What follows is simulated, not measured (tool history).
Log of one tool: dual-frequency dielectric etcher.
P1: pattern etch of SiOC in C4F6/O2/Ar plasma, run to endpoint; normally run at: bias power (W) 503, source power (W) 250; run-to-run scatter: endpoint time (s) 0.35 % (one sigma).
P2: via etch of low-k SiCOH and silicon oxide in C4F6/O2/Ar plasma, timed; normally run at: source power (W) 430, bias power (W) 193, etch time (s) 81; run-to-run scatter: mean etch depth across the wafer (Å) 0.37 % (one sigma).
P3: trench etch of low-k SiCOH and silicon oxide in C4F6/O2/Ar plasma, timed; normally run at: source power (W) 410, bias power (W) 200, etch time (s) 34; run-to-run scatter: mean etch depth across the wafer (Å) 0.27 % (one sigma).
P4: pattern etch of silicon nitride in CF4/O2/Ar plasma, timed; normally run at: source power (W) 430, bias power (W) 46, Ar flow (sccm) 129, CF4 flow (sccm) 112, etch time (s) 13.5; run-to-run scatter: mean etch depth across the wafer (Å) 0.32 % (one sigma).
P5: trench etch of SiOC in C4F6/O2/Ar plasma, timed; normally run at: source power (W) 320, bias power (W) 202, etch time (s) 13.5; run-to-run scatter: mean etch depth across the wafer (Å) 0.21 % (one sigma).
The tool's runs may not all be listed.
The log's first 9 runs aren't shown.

| run | hour | process that ran | bias power (W) | source power (W) | etch time (s) | Ar flow (sccm) | CF4 flow (sccm) | endpoint time (s) | mean etch depth across the wafer (Å) |
|---|---|---|---|---|---|---|---|---|---|
| 10 | 93.4 | P1 | 390 | 250 |  |  |  | 21.668 |  |
| 11 | 103.8 | P4 | 35 | 430 | 13.5 | 129 | 112 |  | 193.69 |
| 12 | 111.9 | P4 | 46 | 430 | 13.5 | 129 | 112 |  | 214.38 |
| 13 | 120.5 | P4 | 46 | 430 | 13.5 | 129 | 112 |  | 213.75 |
| 14 | 129.1 | P1 | 503 | 250 |  |  |  | 19.614 |  |
| 15 | 138.7 | P5 | 202 | 320 | 13.5 |  |  |  | 277.43 |
| 16 | 147.3 | P4 | 46 | 570 | 13.5 | 129 | 112 |  | 274.56 |
| 17 | 153.1 | P3 | 200 | 410 | 34 |  |  |  | 1140.4 |
| 18 | 165.2 | P1 | 503 | 250 |  |  |  | 19.61 |  |
| 19 | 170.7 | P3 | 200 | 410 | 34 |  |  |  | 1138.3 |
| 20 | 178.8 | P1 | 692 | 290 |  |  |  | 16.343 |  |
| 21 | 185.1 | P1 | 503 | 250 |  |  |  | 19.574 |  |
| 22 | 196.7 | P5 | 202 | 320 | 13.5 |  |  |  | 276.16 |
| 23 | 204.4 | P1 | 503 | 250 |  |  |  | 19.64 |  |
| 24 | 213.2 | P5 | 271 | 320 | 13.5 |  |  |  | 307.02 |
| 25 | 224.8 | P4 | 46 | 430 | 7.5 | 129 | 112 |  | 119.19 |
| 26 | 233.1 | P1 | 503 | 250 |  |  |  | 19.522 |  |
| 27 | 240.1 | P5 | 202 | 320 | 20 |  |  |  | 408.77 |
| 28 | 246.4 | P2 | 193 | 570 | 81 |  |  |  | 2671.5 |
| 29 | 254.6 | P5 | 202 | 450 | 13.5 |  |  |  | 316.42 |
| 30 | 261.9 | P1 | 503 | 330 |  |  |  | 17.739 |  |
| 31 | 267.7 | P1 | 503 | 250 |  |  |  | 19.71 |  |
| 32 | 273.4 | P1 | 612 | 200 |  |  |  | 19.736 |  |
| 33 | 283 | P3 | 200 | 410 | 44.5 |  |  |  | 1497.3 |

Forecast run 34:
| 34 | 288.6 | P3 | 272 | 410 | 34 |  |  |  | ? |

mean etch depth across the wafer (Å): 1262.5

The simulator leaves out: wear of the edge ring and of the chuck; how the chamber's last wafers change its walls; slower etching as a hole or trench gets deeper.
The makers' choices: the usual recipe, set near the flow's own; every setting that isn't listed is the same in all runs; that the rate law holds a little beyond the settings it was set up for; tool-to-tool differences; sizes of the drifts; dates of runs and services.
